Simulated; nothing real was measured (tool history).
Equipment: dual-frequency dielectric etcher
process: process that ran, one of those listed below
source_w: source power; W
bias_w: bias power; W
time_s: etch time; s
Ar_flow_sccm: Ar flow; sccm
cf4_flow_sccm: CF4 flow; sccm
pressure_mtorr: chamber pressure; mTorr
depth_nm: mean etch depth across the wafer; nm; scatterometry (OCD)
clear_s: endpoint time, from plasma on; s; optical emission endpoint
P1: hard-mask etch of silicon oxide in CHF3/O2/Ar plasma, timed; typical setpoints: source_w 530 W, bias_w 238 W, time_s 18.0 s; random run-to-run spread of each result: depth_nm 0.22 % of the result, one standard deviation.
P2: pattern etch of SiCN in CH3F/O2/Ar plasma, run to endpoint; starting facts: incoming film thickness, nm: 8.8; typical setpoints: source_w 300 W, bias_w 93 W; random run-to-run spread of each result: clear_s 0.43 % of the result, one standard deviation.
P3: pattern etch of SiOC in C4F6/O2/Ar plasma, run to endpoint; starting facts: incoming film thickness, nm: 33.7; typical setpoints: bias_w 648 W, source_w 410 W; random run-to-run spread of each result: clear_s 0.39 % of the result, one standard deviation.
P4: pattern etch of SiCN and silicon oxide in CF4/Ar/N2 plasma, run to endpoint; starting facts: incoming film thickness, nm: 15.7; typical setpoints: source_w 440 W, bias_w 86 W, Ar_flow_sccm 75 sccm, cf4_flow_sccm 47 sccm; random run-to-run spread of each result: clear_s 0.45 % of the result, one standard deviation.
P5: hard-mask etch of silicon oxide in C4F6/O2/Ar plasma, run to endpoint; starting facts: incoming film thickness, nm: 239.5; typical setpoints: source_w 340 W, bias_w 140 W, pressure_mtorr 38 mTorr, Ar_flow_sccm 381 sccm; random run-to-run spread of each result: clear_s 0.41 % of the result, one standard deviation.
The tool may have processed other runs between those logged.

| run | hour | process | source_w | bias_w | time_s | Ar_flow_sccm | cf4_flow_sccm | pressure_mtorr | hours since the last wet clean | hours since the last source power generator calibration | hours since the last bias power generator calibration | depth_nm | clear_s |
|---|---|---|---|---|---|---|---|---|---|---|---|---|---|
| 1 | 6.1 | P1 | 530 | 238 | 18.0 |  |  |  | 54.4 | 2453.1 | 1512.4 | 35.584 |  |
| 2 | 12.6 | P1 | 530 | 238 | 23.0 |  |  |  | 60.9 | 2459.6 | 1518.9 | 45.403 |  |
| 3 | 19.5 | P2 | 300 | 112 |  |  |  |  | 67.8 | 2466.5 | 1525.8 |  | 22.2800 |
| 4 | 22.8 | P4 | 440 | 52 |  | 75 | 47 |  | 71.1 | 2469.8 | 1529.1 |  | 21.2050 |
| 5 | 29.0 | P1 | 530 | 300 | 18.0 |  |  |  | 77.3 | 2476.0 | 1535.3 | 38.656 |  |
| 6 | 34.9 | P1 | 630 | 238 | 18.0 |  |  |  | 83.2 | 2481.9 | 1541.2 | 37.958 |  |
| 7 | 38.3 | P3 | 410 | 774 |  |  |  |  | 86.6 | 2485.3 | 1544.6 |  | 9.4271 |
| 8 | 45.7 | P5 | 340 | 140 |  | 299 |  | 38 | 94.0 | 2492.7 | 1552.0 |  | 89.1850 |
| 9 | 52.6 | P5 | 340 | 104 |  | 381 |  | 38 | 100.9 | 2499.6 | 1558.9 |  | 99.7140 |
| 10 | 56.1 | P4 | 440 | 86 |  | 75 | 47 |  | 104.4 | 2503.1 | 1562.4 |  | 17.7260 |
| 11 | 61.1 | P3 | 410 | 648 |  |  |  |  | 109.4 | 2508.1 | 1567.4 |  | 10.0450 |
| 12 | 67.2 | P4 | 440 | 86 |  | 75 | 47 |  | 115.5 | 2514.2 | 1573.5 |  | 17.6740 |
| 13 | 71.9 | P1 | 530 | 238 | 18.0 |  |  |  | 120.2 | 2518.9 | 1578.2 | 35.484 |  |
| 14 | 79.0 | P1 | 530 | 238 | 18.0 |  |  |  | 127.3 | 2526.0 | 1585.3 | 35.402 |  |
| 15 | 85.6 | P5 | 230 | 140 |  | 381 |  | 38 | 133.9 | 2532.6 | 1591.9 |  | 106.9400 |
| 16 | 89.3 | P4 | 440 | 86 |  | 53 | 47 |  | 137.6 | 2536.3 | 1595.6 |  | 16.7350 |
| 17 | 95.1 | P1 | 380 | 238 | 18.0 |  |  |  | 143.4 | 2542.1 | 1601.4 | 31.347 |  |
| 18 | 98.7 | P3 | 410 | 648 |  |  |  |  | 147.0 | 2545.7 | 1605.0 |  | 10.0310 |
| 19 | 103.7 | P1 | 530 | 149 | 24.0 |  |  |  | 152.0 | 2550.7 | 1610.0 | 40.299 |  |
| 20 | 110.0 | P5 | 340 | 140 |  | 381 |  | 51 | 158.3 | 2557.0 | 1616.3 |  | 94.2730 |
| 21 | 113.4 | P2 | 300 | 93 |  |  |  |  | 161.7 | 2560.4 | 1619.7 |  | 24.0950 |
| 22 | 116.9 | P4 | 440 | 86 |  | 75 | 66 |  | 165.2 | 2563.9 | 1623.2 |  | 17.0050 |
| 23 | 120.9 | P1 | 530 | 181 | 18.0 |  |  |  | 169.2 | 2567.9 | 1627.2 | 32.348 |  |
| 24 | 126.9 | P1 | 530 | 238 | 14.0 |  |  |  | 175.2 | 2573.9 | 1633.2 | 27.567 |  |
| 25 | 131.3 | P5 | 340 | 140 |  | 381 |  | 38 | 179.6 | 2578.3 | 1637.6 |  | 91.3820 |
| 26 | 136.2 | P1 | 420 | 315 | 18.0 |  |  |  | 184.5 | 2583.2 | 1642.5 | 36.028 |  |
| 27 | 140.9 | P1 | 530 | 238 | 18.0 |  |  |  | 189.2 | 2587.9 | 1647.2 | 35.336 |  |
| 28 | 144.4 | P1 | 530 | 238 | 18.0 |  |  |  | 192.7 | 2591.4 | 1650.7 | 35.436 |  |
| 29 | 151.8 | P1 | 670 | 238 | 13.5 |  |  |  | 200.1 | 2598.8 | 1658.1 | 28.970 |  |
| 30 | 155.0 | P3 | 550 | 648 |  |  |  |  | 203.3 | 2602.0 | 1661.3 |  | 9.0400 |
| 31 | 159.6 | P2 | 300 | 93 |  |  |  |  | 207.9 | 2606.6 | 1665.9 |  | 24.1250 |
| 32 | 166.4 | P4 | 550 | 86 |  | 75 | 47 |  | 214.7 | 2613.4 | 1672.7 |  | 14.4830 |
| 33 | 170.6 | P1 | 530 | 238 | 18.0 |  |  |  | 218.9 | 2617.6 | 1676.9 | 35.344 |  |
| 34 | 175.8 | P2 | 200 | 93 |  |  |  |  | 224.1 | 2622.8 | 1682.1 |  | 27.7560 |
| 35 | 183.2 | P5 | 340 | 140 |  | 381 |  | 38 | 231.5 | 2630.2 | 1689.5 |  | 91.1190 |
| 36 | 186.4 | P1 | 530 | 238 | 18.0 |  |  |  | 234.7 | 2633.4 | 1692.7 | 35.557 |  |
| 37 | 191.2 | P1 | 530 | 238 | 18.0 |  |  |  | 239.5 | 2638.2 | 1697.5 | 35.395 |  |
| 38 | 196.8 | P1 | 530 | 238 | 18.0 |  |  |  | 245.1 | 2643.8 | 1703.1 | 35.195 |  |
| 39 | 200.9 | P1 | 530 | 238 | 18.0 |  |  |  | 249.2 | 2647.9 | 1707.2 | 35.258 |  |
| 40 | 206.4 | P1 | 530 | 238 | 18.0 |  |  |  | 254.7 | 2653.4 | 1712.7 | 35.016 |  |
| 41 | 212.8 | P1 | 530 | 238 | 18.0 |  |  |  | 261.1 | 2659.8 | 1719.1 | 35.007 |  |
|  | 215.0 | wet clean of the chamber |
| 42 | 220.1 | P1 | 530 | 238 | 18.0 |  |  |  | 5.2 | 2667.1 | 1726.4 | 35.027 |  |
| 43 | 227.2 | P1 | 530 | 238 | 18.0 |  |  |  | 12.3 | 2674.2 | 1733.5 | 34.876 |  |
| 44 | 234.2 | P1 | 530 | 238 | 18.0 |  |  |  | 19.3 | 2681.2 | 1740.5 | 35.094 |  |
| 45 | 238.6 | P1 | 530 | 238 | 18.0 |  |  |  | 23.7 | 2685.6 | 1744.9 | 34.971 |  |

The log shows P1 creeping away from where it was. Any of the 2 causes listed here, at the size stated for it, fits the log just as well as the others:
A: source power that arrives under what is set, % = 3.55
B: bias power that arrives under what is set, % = 3.75
At approximately hour 186.4, the process output began to creep.
The rest of the possible causes, and what rules out each one:
chamber walls in a state that lowers the etch rate, %: work on it at hour 215.0, done after the drift set in, did not restore what the process gave before

Consider the 4 check runs below, whose results appear as question marks and each of which averages 3 wafers. Which one distinguishes the causes, in that each cause would give it a clearly different result?
| check 1 | 243.0 | P3 | 530 | 768 |  |  |  |  |  |  |  |  | ? |
| check 2 | 243.0 | P2 | 240 | 112 |  |  |  |  |  |  |  |  | ? |
| check 3 | 243.0 | P4 | 440 | 55 |  | 62 | 47 |  |  |  |  |  | ? |
| check 4 | 243.0 | P5 | 340 | 104 |  | 381 |  | 38 |  |  |  |  | ? |

Predicted outcomes, by check and by cause:
| check | result | if A | if B |
|---|---|---|---|
| check 1 | clear_s | 8.6650 | 8.6800 |
| check 2 | clear_s | 24.5530 | 24.6000 |
| check 3 | clear_s | 20.6320 | 20.2190 |
| check 4 | clear_s | 101.1600 | 100.7700 |
Per-check spread between the two closest causes, in the result where they differ most: check 1 0.17 %; check 2 0.19 %; check 3 2.02 %; check 4 0.39 %
Check 3 tells the causes apart: in the others they would give nearly the same result.

Then check 3 was run and gave: clear_s 20.1800 s. Which cause is it?

The cause is B: bias power that arrives under what is set, %.
